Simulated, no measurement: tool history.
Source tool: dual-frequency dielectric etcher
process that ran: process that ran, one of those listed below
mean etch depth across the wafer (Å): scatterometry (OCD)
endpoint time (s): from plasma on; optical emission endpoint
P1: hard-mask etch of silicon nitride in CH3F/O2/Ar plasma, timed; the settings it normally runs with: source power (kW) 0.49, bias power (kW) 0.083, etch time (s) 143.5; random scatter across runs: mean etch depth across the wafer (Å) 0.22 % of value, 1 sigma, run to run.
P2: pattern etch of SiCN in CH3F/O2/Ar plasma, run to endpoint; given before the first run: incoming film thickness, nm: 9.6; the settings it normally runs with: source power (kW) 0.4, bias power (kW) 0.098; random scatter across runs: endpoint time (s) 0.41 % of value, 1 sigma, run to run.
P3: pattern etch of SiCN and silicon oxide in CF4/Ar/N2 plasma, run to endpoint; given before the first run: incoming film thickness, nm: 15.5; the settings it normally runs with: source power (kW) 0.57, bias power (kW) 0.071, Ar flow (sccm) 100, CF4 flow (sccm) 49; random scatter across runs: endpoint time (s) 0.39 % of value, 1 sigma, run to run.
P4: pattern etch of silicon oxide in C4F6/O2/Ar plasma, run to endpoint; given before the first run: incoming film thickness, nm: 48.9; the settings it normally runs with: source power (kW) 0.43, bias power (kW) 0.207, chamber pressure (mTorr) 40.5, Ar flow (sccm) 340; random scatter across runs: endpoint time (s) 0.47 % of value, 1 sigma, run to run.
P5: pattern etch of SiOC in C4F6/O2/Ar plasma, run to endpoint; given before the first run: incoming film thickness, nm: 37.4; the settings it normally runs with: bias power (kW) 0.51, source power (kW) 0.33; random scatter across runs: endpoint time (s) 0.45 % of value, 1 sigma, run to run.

| run | hour | process that ran | source power (kW) | bias power (kW) | etch time (s) | chamber pressure (mTorr) | Ar flow (sccm) | CF4 flow (sccm) | hours since the last wet clean | hours since the last source power generator calibration | hours since the last bias power generator calibration | mean etch depth across the wafer (Å) | endpoint time (s) |
|---|---|---|---|---|---|---|---|---|---|---|---|---|---|
| 1 | 3.4 | P1 | 0.49 | 0.083 | 143.5 |  |  |  | 270.1 | 2184.9 | 1856.5 | 1118.8 |  |
| 2 | 10.1 | P1 | 0.49 | 0.059 | 143.5 |  |  |  | 276.8 | 2191.6 | 1863.2 | 996.4 |  |
| 3 | 14.6 | P5 | 0.33 | 0.51 |  |  |  |  | 281.3 | 2196.1 | 1867.7 |  | 13.688 |
| 4 | 17.6 | P2 | 0.4 | 0.132 |  |  |  |  | 284.3 | 2199.1 | 1870.7 |  | 21.365 |
| 5 | 24.5 | P4 | 0.43 | 0.207 |  | 40.5 | 340 |  | 291.2 | 2206 | 1877.6 |  | 15.428 |
| 6 | 29.2 | P1 | 0.49 | 0.11 | 143.5 |  |  |  | 295.9 | 2210.7 | 1882.3 | 1239.6 |  |
| 7 | 34.9 | P1 | 0.49 | 0.083 | 89.5 |  |  |  | 301.6 | 2216.4 | 1888 | 699.05 |  |
| 8 | 38.9 | P4 | 0.43 | 0.207 |  | 25 | 340 |  | 305.6 | 2220.4 | 1892 |  | 14.514 |
| 9 | 45.3 | P1 | 0.49 | 0.083 | 187 |  |  |  | 312 | 2226.8 | 1898.4 | 1455.4 |  |
| 10 | 49.7 | P1 | 0.49 | 0.083 | 143.5 |  |  |  | 316.4 | 2231.2 | 1902.8 | 1119.9 |  |
| 11 | 55.1 | P5 | 0.33 | 0.51 |  |  |  |  | 321.8 | 2236.6 | 1908.2 |  | 13.554 |
| 12 | 59.8 | P1 | 0.49 | 0.083 | 143.5 |  |  |  | 326.5 | 2241.3 | 1912.9 | 1118.5 |  |
| 13 | 64.6 | P1 | 0.49 | 0.083 | 143.5 |  |  |  | 331.3 | 2246.1 | 1917.7 | 1121.8 |  |
| 14 | 69 | P3 | 0.68 | 0.071 |  |  | 100 | 49 | 335.7 | 2250.5 | 1922.1 |  | 13.484 |
| 15 | 73.7 | P1 | 0.31 | 0.083 | 143.5 |  |  |  | 340.4 | 2255.2 | 1926.8 | 938.88 |  |
| 16 | 80.6 | P4 | 0.43 | 0.207 |  | 40.5 | 218 |  | 347.3 | 2262.1 | 1933.7 |  | 14.607 |
| 17 | 85.4 | P3 | 0.57 | 0.071 |  |  | 100 | 29 | 352.1 | 2266.9 | 1938.5 |  | 17.289 |
| 18 | 88.4 | P5 | 0.21 | 0.51 |  |  |  |  | 355.1 | 2269.9 | 1941.5 |  | 16.135 |
| 19 | 93.9 | P3 | 0.57 | 0.071 |  |  | 100 | 49 | 360.6 | 2275.4 | 1947 |  | 15.798 |
| 20 | 97.5 | P2 | 0.4 | 0.098 |  |  |  |  | 364.2 | 2279 | 1950.6 |  | 24.061 |
| 21 | 103.4 | P1 | 0.49 | 0.064 | 89 |  |  |  | 370.1 | 2284.9 | 1956.5 | 636.63 |  |
| 22 | 107.1 | P1 | 0.69 | 0.083 | 143.5 |  |  |  | 373.8 | 2288.6 | 1960.2 | 1273.9 |  |
| 23 | 113.9 | P4 | 0.25 | 0.207 |  | 40.5 | 340 |  | 380.6 | 2295.4 | 1967 |  | 19.025 |
| 24 | 118.5 | P2 | 0.4 | 0.098 |  |  |  |  | 385.2 | 2300 | 1971.6 |  | 24.212 |
| 25 | 123.9 | P1 | 0.49 | 0.05 | 98.5 |  |  |  | 390.6 | 2305.4 | 1977 | 647.73 |  |
| 26 | 129 | P3 | 0.57 | 0.097 |  |  | 100 | 49 | 395.7 | 2310.5 | 1982.1 |  | 14.174 |
|  | 132.3 | source power generator calibrated |
| 27 | 133 | P1 | 0.49 | 0.083 | 143.5 |  |  |  | 399.7 | 0.8 | 1986.1 | 1116.6 |  |
| 28 | 137.8 | P4 | 0.43 | 0.255 |  | 40.5 | 340 |  | 404.5 | 5.6 | 1990.9 |  | 14.314 |
| 29 | 142 | P3 | 0.57 | 0.071 |  |  | 81 | 49 | 408.7 | 9.8 | 1995.1 |  | 15.193 |
| 30 | 146 | P1 | 0.59 | 0.083 | 208 |  |  |  | 412.7 | 13.8 | 1999.1 | 1738.9 |  |

For run 31, what comes out?
| 31 | 149.1 | P5 | 0.33 | 0.674 |  |  |  |  | 415.8 | 16.9 | 2002.2 |  | ? |

Run 31 produced endpoint time (s) 12.324.

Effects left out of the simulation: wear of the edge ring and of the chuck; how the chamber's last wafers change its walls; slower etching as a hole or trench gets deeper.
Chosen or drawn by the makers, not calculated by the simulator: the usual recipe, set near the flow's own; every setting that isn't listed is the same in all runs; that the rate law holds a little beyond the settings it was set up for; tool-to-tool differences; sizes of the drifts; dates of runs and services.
